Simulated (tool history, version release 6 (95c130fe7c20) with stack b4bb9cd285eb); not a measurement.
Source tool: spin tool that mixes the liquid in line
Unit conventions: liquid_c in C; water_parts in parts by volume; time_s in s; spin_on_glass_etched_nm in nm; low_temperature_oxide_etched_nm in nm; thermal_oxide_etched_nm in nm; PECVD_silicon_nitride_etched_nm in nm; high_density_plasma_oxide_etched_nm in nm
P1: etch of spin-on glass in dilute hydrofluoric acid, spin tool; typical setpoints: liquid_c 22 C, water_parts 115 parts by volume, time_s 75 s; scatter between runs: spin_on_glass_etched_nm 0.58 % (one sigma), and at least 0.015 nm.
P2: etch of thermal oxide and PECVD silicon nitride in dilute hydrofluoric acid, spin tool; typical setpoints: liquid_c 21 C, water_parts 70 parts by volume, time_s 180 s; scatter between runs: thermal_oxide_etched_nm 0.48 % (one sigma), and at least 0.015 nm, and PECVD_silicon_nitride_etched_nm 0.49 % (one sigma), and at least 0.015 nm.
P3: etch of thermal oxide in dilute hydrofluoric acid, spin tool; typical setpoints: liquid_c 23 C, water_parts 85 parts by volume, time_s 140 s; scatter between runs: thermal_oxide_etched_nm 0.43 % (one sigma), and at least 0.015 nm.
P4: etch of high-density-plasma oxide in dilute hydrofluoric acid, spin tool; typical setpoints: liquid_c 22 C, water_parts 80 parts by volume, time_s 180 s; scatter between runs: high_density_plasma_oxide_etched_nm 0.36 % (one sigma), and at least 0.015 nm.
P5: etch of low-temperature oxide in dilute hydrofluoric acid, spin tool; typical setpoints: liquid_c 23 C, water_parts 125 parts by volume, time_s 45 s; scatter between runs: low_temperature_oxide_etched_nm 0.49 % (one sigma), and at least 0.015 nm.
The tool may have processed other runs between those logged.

run	day	process	liquid_c	water_parts	time_s	spin_on_glass_etched_nm	low_temperature_oxide_etched_nm	thermal_oxide_etched_nm	PECVD_silicon_nitride_etched_nm	high_density_plasma_oxide_etched_nm
1	0.338	P1	22	115	75	28.055				
2	0.65	P1	22	25	75	145.53				
3	1.004	P5	17	125	45		5.7177			
4	1.388	P1	22	115	75	28.102				
5	1.792	P1	22	115	75	27.847				
6	2.192	P1	30	115	75	38.105				
7	2.538	P5	23	205	45		4.0863			
8	2.833	P2	21	70	180			10.876	5.1094	
9	3.079	P1	22	115	110	40.383				
10	3.454	P1	22	115	75	27.921				
11	3.871	P1	22	115	75	27.927				
12	4.1	P3	23	85	75			4.1515		
13	4.492	P3	19	85	140			6.5339		
14	4.85	P1	22	115	75	27.708				
15	5.079	P5	23	125	45		7.3982			
16	5.333	P2	21	100	180			7.401	3.5568	
17	5.729	P1	22	40	120	142.23				
18	5.938	P1	22	115	35	13.106				
19	6.217	P4	22	80	55					4.0288
20	6.608	P1	17.5	115	75	23.373				
21	6.983	P5	23	125	15		2.4648			
22	7.333	P3	23	85	140			7.7261		
23	7.592	P2	17	70	180			9.2233	3.8408	
24	7.979	P2	21	70	180			10.944	5.1083	
25	8.358	P2	21	70	45			2.708	1.2764	
26	8.783	P4	22	40	180					27.852
27	9.125	P1	17.5	115	135	41.755				
28	9.358	P4	28	80	180					16.769
29	9.704	P1	22	170	75	17.696				
30	9.954	P3	23	30	140			23.547		
31	10.321	P4	22	80	180					13.192
32	10.738	P1	29.5	115	120	59.274				
33	10.979	P4	22	80	180					13.187
34	11.383	P1	22	115	75	27.972				
35	11.767	P1	22	115	75	27.329				
36	12.112	P1	22	115	75	26.701				
37	12.454	P1	22	115	75	26.778				
38	12.704	P1	22	115	75	26.534				
39	13.038	P1	22	115	75	26.294				
40	13.446	P1	22	115	75	26.482				

The next listed run, before its measurement:
41	13.671	P1	22	115	75	?				

{"run 41": {"spin_on_glass_etched_nm": 26.1}}

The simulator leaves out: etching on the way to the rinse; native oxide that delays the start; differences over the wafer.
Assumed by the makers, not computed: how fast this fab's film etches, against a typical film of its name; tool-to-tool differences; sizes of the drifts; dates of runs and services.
